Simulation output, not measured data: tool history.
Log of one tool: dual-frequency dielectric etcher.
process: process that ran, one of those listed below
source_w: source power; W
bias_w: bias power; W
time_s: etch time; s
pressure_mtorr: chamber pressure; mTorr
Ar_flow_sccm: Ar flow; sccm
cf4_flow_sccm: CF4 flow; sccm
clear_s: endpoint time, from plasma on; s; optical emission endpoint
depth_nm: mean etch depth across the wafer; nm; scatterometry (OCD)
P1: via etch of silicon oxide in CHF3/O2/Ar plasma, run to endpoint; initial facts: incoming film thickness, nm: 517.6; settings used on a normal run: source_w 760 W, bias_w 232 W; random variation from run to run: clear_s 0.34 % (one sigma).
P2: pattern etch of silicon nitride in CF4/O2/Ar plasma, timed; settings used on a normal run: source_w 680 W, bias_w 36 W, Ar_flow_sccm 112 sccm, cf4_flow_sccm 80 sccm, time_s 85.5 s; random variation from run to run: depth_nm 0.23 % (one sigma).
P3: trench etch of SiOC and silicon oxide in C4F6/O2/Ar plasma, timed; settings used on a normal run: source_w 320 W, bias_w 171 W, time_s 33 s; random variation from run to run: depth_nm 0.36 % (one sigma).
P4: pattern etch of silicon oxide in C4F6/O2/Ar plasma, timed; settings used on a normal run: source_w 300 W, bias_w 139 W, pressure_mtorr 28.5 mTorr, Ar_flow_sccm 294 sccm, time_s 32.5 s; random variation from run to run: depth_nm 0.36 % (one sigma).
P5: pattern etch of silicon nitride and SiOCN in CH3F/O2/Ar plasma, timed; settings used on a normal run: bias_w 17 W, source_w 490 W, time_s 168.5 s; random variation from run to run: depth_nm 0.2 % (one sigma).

run     day  process  source_w  bias_w  time_s  pressure_mtorr  Ar_flow_sccm  cf4_flow_sccm  hours since the last wet clean  hours since the last source power generator calibration  hours since the last bias power generator calibration  clear_s  depth_nm
  1   0.317       P1       760     232                                                                                227.5                                                    540.9                                                   2477   219.53
  2   0.654       P1       760     232                                                                                235.6                                                      549                                                 2485.1   218.46
  3   0.821       P3       320     237      33                                                                        239.6                                                      553                                                 2489.1             65.186
  4   1.146       P1       760     232                                                                                247.4                                                    560.8                                                 2496.9   219.95
      1.429  -- bias power generator calibrated
  5   1.462       P5       490      17   205.5                                                                          255                                                    568.4                                                    0.8             27.016
  6   1.767       P4       300     139    32.5              36           294                                          262.3                                                    575.7                                                    8.1             83.078
  7   2.042       P1       760     325                                                                                268.9                                                    582.3                                                   14.7   195.23
  8   2.188       P1       630     281                                                                                272.4                                                    585.8                                                   18.2   219.95
  9   2.408       P3       320     171      33                                                                        277.7                                                    591.1                                                   23.5             58.766
      2.592  -- source power generator calibrated
 10   2.604       P2       680      36    85.5                           112             80                           282.4                                                      0.4                                                   28.2             184.86
 11    2.85       P2       540      36    85.5                           112             80                           288.3                                                      6.3                                                   34.1              151.2
 12   3.188       P4       430     139    32.5            28.5           294                                          296.4                                                     14.4                                                   42.2             98.441
 13   3.396       P1       760     232                                                                                301.4                                                     19.4                                                   47.2   219.63
 14   3.725       P5       370      17   168.5                                                                        309.3                                                     27.3                                                   55.1             20.066
 15   3.975       P3       320     171    40.5                                                                        315.3                                                     33.3                                                   61.1             71.706
 16   4.138       P1       760     232                                                                                319.2                                                     37.2                                                     65   219.23
 17   4.379       P4       300     165    32.5            28.5           294                                            325                                                       43                                                   70.8             90.016
 18     4.7       P2       680      36    85.5                           112            109                           332.7                                                     50.7                                                   78.5             194.03
 19   4.867       P1       760     156                                                                                336.7                                                     54.7                                                   82.5    250.7
 20   5.038       P1       460     232                                                                                340.8                                                     58.8                                                   86.6   264.74
 21   5.212       P5       490      17   168.5                                                                          345                                                       63                                                   90.8             22.176
 22   5.488       P4       300     139    32.5            28.5           294                                          351.6                                                     69.6                                                   97.4             85.594
 23   5.792       P5       490      17   168.5                                                                        358.9                                                     76.9                                                  104.7             22.119
 24   5.971       P1       920     232                                                                                363.2                                                     81.2                                                    109   203.89
 25   6.183       P1       760     232                                                                                368.3                                                     86.3                                                  114.1   219.27
 26   6.329       P2       680      22    85.5                           112             80                           371.8                                                     89.8                                                  117.6              157.2
 27   6.579       P4       300     139    32.5            28.5           212                                          377.8                                                     95.8                                                  123.6             88.889
 28   6.796       P4       300     139    32.5            28.5           294                                            383                                                      101                                                  128.8             85.731
 29   6.946       P3       400     171      33                                                                        386.6                                                    104.6                                                  132.4              64.08
 30   7.279       P5       490      14   168.5                                                                        394.6                                                    112.6                                                  140.4             20.604
 31   7.596       P2       680      36     127                           112             80                           402.2                                                    120.2                                                    148             274.58
 32   7.812       P4       300     139    24.5            28.5           294                                          407.4                                                    125.4                                                  153.2             64.544
 33   8.029       P2       680      36    85.5                           158             80                           412.6                                                    130.6                                                  158.4             174.07
 34     8.2       P1       760     232                                                                                416.7                                                    134.7                                                  162.5    219.5
 35   8.375       P1       760     232                                                                                420.9                                                    138.9                                                  166.7   220.03
 36   8.542       P1       760     232                                                                                424.9                                                    142.9                                                  170.7   221.18
 37   8.879       P1       760     232                                                                                  433                                                      151                                                  178.8   222.39
 38   9.079       P1       760     232                                                                                437.8                                                    155.8                                                  183.6   221.84
      9.221  -- wet clean of the chamber
 39   9.296       P1       760     232                                                                                  1.9                                                      161                                                  188.8   222.71
 40   9.479       P1       760     232                                                                                  6.3                                                    165.4                                                  193.2   222.15
 41   9.771       P1       760     232                                                                                 13.3                                                    172.4                                                  200.2   221.87
 42  10.008       P1       760     232                                                                                   19                                                    178.1                                                  205.9   223.33

The log shows P1 creeping away from where it was. Any of the 2 causes listed here, at the size stated for it, fits the log just as well as the others:
A: bias power that arrives under what is set, % = 4.81
B: source power that arrives under what is set, % = 4.41
The process output started creeping at around day 8.2.
Ruled out, with reasons:
chamber walls in a state that lowers the etch rate, %: maintenance at day 9.221, after the shift began, did not return the process to its former output

Which of the 4 check runs listed below separates the causes, so that each cause would produce a clearly different result? Each run uses one wafer, and its results are marked with question marks.
check 1  10.246       P2       680      36    85.5                           156            108                                                                                                                                                                  ?
check 2  10.246       P4       410     139    32.5            28.5           294                                                                                                                                                                                 ?
check 3  10.246       P5       490      14   168.5                                                                                                                                                                                                               ?
check 4  10.246       P3       320     195      33                                                                                                                                                                                                               ?

What each check would give under each cause:
  check    result    if A    if B
check 1  depth_nm  180.96  177.02
check 2  depth_nm  95.529  95.214
check 3  depth_nm  20.135  20.186
check 4  depth_nm  60.154  60.074
Separation of the two closest causes in each check, using whichever result separates them best: check 1 2.2 %; check 2 0.33 %; check 3 0.25 %; check 4 0.13 %
Check 1 is the one run that separates the causes; every other check would come out nearly the same whichever cause is at work.

With check 1 done, the readings were: depth_nm 181.39 nm. Identify which of the listed causes applies.

It is A: bias power that arrives under what is set, %.
